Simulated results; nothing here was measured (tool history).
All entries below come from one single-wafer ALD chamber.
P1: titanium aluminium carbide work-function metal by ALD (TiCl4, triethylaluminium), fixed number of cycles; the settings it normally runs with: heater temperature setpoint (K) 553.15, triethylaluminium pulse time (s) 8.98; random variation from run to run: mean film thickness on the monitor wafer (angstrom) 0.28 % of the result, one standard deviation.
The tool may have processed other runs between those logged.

run	hour	heater temperature setpoint (K)	triethylaluminium pulse time (s)	mean film thickness on the monitor wafer (angstrom)
1	6.9	553.15	8.98	18.175
2	13.5	553.15	12.64	18.692
3	20.2	528.15	8.98	16.079
4	28.2	534.15	12.96	17.182
5	35.3	553.15	8.98	18.308
6	41.2	578.15	8.98	20.277
7	50.7	553.15	8.98	18.297
8	62.6	553.15	8.98	18.166
9	69.9	536.15	4.07	13.314
# hour 73.5: thermocouple changed; heater temperature recalibrated
10	79.8	553.15	3.03	12.349
11	86.4	565.15	11.40	19.792
12	94.1	553.15	8.98	18.205
13	102.0	553.15	8.98	18.169
14	113.9	553.15	8.98	18.137
15	125.5	553.15	8.98	18.041
16	133.8	553.15	8.98	17.964
17	140.9	553.15	8.98	18.009
18	147.1	553.15	8.98	17.854
19	155.6	553.15	8.98	17.879
20	166.9	553.15	8.98	17.813

For run 21, what comes out?
21	179.1	553.15	8.98	?

Run 21 yielded mean film thickness on the monitor wafer (angstrom) 17.726.
